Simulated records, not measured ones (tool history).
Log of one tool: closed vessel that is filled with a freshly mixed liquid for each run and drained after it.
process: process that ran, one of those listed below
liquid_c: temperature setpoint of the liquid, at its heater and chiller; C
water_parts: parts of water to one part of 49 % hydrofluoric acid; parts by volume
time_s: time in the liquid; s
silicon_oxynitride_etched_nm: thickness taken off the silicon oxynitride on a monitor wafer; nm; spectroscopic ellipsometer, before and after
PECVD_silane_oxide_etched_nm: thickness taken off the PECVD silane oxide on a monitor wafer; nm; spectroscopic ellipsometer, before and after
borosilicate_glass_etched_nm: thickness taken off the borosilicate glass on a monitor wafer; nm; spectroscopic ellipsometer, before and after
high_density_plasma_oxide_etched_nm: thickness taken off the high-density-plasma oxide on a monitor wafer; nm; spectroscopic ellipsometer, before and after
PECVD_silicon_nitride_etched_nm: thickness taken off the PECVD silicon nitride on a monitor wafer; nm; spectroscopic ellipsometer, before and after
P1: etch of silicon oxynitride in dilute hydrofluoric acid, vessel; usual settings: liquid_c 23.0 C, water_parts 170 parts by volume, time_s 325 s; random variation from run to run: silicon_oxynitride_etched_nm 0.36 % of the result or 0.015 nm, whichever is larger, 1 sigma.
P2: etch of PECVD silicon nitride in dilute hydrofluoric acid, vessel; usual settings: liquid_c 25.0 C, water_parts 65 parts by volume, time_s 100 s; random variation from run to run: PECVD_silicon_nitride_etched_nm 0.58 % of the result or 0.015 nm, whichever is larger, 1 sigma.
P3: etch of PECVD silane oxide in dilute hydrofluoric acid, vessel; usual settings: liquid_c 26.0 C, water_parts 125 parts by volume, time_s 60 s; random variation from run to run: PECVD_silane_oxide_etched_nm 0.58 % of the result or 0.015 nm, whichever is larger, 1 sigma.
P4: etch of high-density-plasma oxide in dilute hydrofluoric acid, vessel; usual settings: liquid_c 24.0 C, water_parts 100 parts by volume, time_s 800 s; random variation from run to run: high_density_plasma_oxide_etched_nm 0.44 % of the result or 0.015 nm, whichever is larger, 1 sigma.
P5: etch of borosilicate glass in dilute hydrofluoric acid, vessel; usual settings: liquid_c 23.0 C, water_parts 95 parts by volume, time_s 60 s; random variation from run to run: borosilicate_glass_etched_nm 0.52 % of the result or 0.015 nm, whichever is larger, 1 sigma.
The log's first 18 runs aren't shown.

run     day  process  liquid_c  water_parts  time_s  hours since the thermometer was replaced  hours since the hydrofluoric acid flow meter was replaced  silicon_oxynitride_etched_nm  PECVD_silane_oxide_etched_nm  borosilicate_glass_etched_nm  high_density_plasma_oxide_etched_nm  PECVD_silicon_nitride_etched_nm
 19   6.308       P1      23.0          170     325                                      92.4                                                      264.1                        8.3149
 20   6.633       P2      25.0          115     100                                     100.2                                                      271.9                                                                                                                                                          2.4948
 21   7.096       P1      30.5          170     325                                     111.3                                                      283.0                       11.4930
 22   7.575       P3      19.0          125      60                                     122.8                                                      294.5                                                      15.680
 23   8.029       P1      23.0          170     105                                     133.7                                                      305.4                        2.6597
 24   8.454       P5      23.0           20      60                                     143.9                                                      315.6                                                                                   151.710
 25   8.917       P2      25.0           65     100                                     155.0                                                      326.7                                                                                                                                                          4.4352
 26   9.392       P1      17.0          170     325                                     166.4                                                      338.1                        6.1993
 27   9.658       P5      23.0           95      60                                     172.8                                                      344.5                                                                                    29.104
 28   9.950       P3      26.0          125      60                                     179.8                                                      351.5                                                      20.651
 29  10.208       P2      25.0           65     100                                     186.0                                                      357.7                                                                                                                                                          4.4037
 30  10.629       P1      23.0          240     325                                     196.1                                                      367.8                        5.5857

The next listed run, before its measurement:
 31  10.875       P2      25.0           65     195                                     202.0                                                      373.7                                                                                                                                                               ?

Run 31 gave PECVD_silicon_nitride_etched_nm 8.5804 nm.
